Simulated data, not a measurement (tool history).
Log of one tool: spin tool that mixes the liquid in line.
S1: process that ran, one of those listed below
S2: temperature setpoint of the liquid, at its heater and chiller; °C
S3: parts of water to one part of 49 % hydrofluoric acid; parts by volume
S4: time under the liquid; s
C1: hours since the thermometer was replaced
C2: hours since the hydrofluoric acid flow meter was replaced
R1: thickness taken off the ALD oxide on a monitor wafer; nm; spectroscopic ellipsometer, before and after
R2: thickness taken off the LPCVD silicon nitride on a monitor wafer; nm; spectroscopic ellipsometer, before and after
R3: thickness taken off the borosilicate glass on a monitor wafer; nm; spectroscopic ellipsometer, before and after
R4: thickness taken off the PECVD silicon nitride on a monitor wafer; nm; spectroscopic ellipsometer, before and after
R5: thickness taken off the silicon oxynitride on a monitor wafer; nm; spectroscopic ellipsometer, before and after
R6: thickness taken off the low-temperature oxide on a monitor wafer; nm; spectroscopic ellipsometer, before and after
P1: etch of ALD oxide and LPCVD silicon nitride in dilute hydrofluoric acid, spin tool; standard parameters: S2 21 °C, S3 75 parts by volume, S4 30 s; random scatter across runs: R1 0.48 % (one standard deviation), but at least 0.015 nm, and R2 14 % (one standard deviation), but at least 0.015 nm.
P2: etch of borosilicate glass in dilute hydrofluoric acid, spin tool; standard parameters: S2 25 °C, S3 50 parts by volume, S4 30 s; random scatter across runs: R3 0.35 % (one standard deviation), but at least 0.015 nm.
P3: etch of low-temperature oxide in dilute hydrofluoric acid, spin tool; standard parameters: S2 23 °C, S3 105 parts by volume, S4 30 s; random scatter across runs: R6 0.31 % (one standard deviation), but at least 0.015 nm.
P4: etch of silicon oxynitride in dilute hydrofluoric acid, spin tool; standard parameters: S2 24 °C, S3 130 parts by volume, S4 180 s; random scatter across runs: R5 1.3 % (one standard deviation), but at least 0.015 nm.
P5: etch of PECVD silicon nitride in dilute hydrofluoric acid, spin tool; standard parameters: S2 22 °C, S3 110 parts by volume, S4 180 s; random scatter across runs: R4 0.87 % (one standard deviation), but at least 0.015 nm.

| run | hour | S1 | S2 | S3 | S4 | C1 | C2 | R1 | R2 | R3 | R4 | R5 | R6 |
|---|---|---|---|---|---|---|---|---|---|---|---|---|---|
| 1 | 7.8 | P1 | 21 | 75 | 30 | 469.5 | 543.3 | 8.6715 | 0.18077 |  |  |  |  |
| 2 | 13.3 | P2 | 25 | 50 | 30 | 475 | 548.8 |  |  | 22.112 |  |  |  |
| 3 | 21.4 | P5 | 22 | 110 | 180 | 483.1 | 556.9 |  |  |  | 2.7429 |  |  |
| 4 | 30.4 | P2 | 29 | 50 | 30 | 492.1 | 565.9 |  |  | 25.963 |  |  |  |
| 5 | 38.7 | P4 | 24 | 225 | 180 | 500.4 | 574.2 |  |  |  |  | 1.0886 |  |
| 6 | 45.9 | P2 | 25 | 80 | 30 | 507.6 | 581.4 |  |  | 13.274 |  |  |  |
| 7 | 53.9 | P1 | 28 | 75 | 15 | 515.6 | 589.4 | 5.75 | 0.17373 |  |  |  |  |
| 8 | 59.7 | P4 | 24 | 130 | 180 | 521.4 | 595.2 |  |  |  |  | 2.0879 |  |
| 9 | 68.1 | P1 | 21 | 140 | 30 | 529.8 | 603.6 | 4.3177 | 0.11941 |  |  |  |  |
| 10 | 75.6 | P3 | 23 | 65 | 30 | 537.3 | 611.1 |  |  |  |  |  | 16.433 |
| 11 | 82.3 | P2 | 25 | 50 | 60 | 544 | 617.8 |  |  | 44.027 |  |  |  |
| 12 | 89.5 | P1 | 21 | 75 | 30 | 551.2 | 625 | 8.7074 | 0.13867 |  |  |  |  |
| 13 | 98.5 | P1 | 21 | 75 | 30 | 560.2 | 634 | 8.7083 | 0.1843 |  |  |  |  |
| 14 | 107 | P4 | 18.5 | 130 | 180 | 568.7 | 642.5 |  |  |  |  | 1.5716 |  |
| 15 | 113.9 | P1 | 21 | 75 | 30 | 575.6 | 649.4 | 8.6796 | 0.15081 |  |  |  |  |
| 16 | 120.8 | P4 | 24 | 130 | 320 | 582.5 | 656.3 |  |  |  |  | 3.6716 |  |
| 17 | 127.2 | P3 | 23 | 105 | 30 | 588.9 | 662.7 |  |  |  |  |  | 9.7134 |
| 18 | 133.6 | P4 | 24 | 130 | 180 | 595.3 | 669.1 |  |  |  |  | 2.0786 |  |
| 19 | 139.5 | P5 | 22 | 110 | 180 | 601.2 | 675 |  |  |  | 2.7082 |  |  |
| 20 | 146.1 | P1 | 17 | 75 | 30 | 607.8 | 681.6 | 7.2675 | 0.14582 |  |  |  |  |
| 21 | 154.4 | P1 | 21 | 75 | 30 | 616.1 | 689.9 | 8.6922 | 0.18013 |  |  |  |  |
| 22 | 162.3 | P5 | 17 | 110 | 180 | 624 | 697.8 |  |  |  | 1.9353 |  |  |
| 23 | 171 | P1 | 25 | 75 | 30 | 632.7 | 706.5 | 10.276 | 0.21532 |  |  |  |  |
| 24 | 178.9 | P5 | 22 | 110 | 305 | 640.6 | 714.4 |  |  |  | 4.6228 |  |  |
| 25 | 183.9 | P3 | 23 | 105 | 30 | 645.6 | 719.4 |  |  |  |  |  | 9.7471 |
| 26 | 191.6 | P1 | 21 | 25 | 30 | 653.3 | 727.1 | 27.85 | 0.4921 |  |  |  |  |
| 27 | 197 | P3 | 23 | 105 | 50 | 658.7 | 732.5 |  |  |  |  |  | 16.195 |
| 28 | 205.9 | P1 | 21 | 75 | 15 | 667.6 | 741.4 | 4.3326 | 0.08906 |  |  |  |  |
| 29 | 215.7 | P3 | 17 | 105 | 30 | 677.4 | 751.2 |  |  |  |  |  | 7.6375 |
| 30 | 223.3 | P1 | 21 | 75 | 45 | 685 | 758.8 | 13.037 | 0.25894 |  |  |  |  |
| 31 | 228 | P1 | 21 | 75 | 30 | 689.7 | 763.5 | 8.7515 | 0.21904 |  |  |  |  |
| 32 | 237.5 | P5 | 22 | 55 | 180 | 699.2 | 773 |  |  |  | 5.2827 |  |  |
| 33 | 247.1 | P1 | 21 | 75 | 30 | 708.8 | 782.6 | 8.6794 | 0.14819 |  |  |  |  |
| 34 | 255.5 | P1 | 21 | 75 | 30 | 717.2 | 791 | 8.5204 | 0.1197 |  |  |  |  |
| 35 | 262.9 | P1 | 21 | 75 | 30 | 724.6 | 798.4 | 8.4464 | 0.16972 |  |  |  |  |

Forecast run 36:
| 36 | 267.7 | P1 | 21 | 75 | 30 | 729.4 | 803.2 | ? | ? |  |  |  |  |

Run 36 measured R1 8.3678 nm, R2 0.16927 nm.
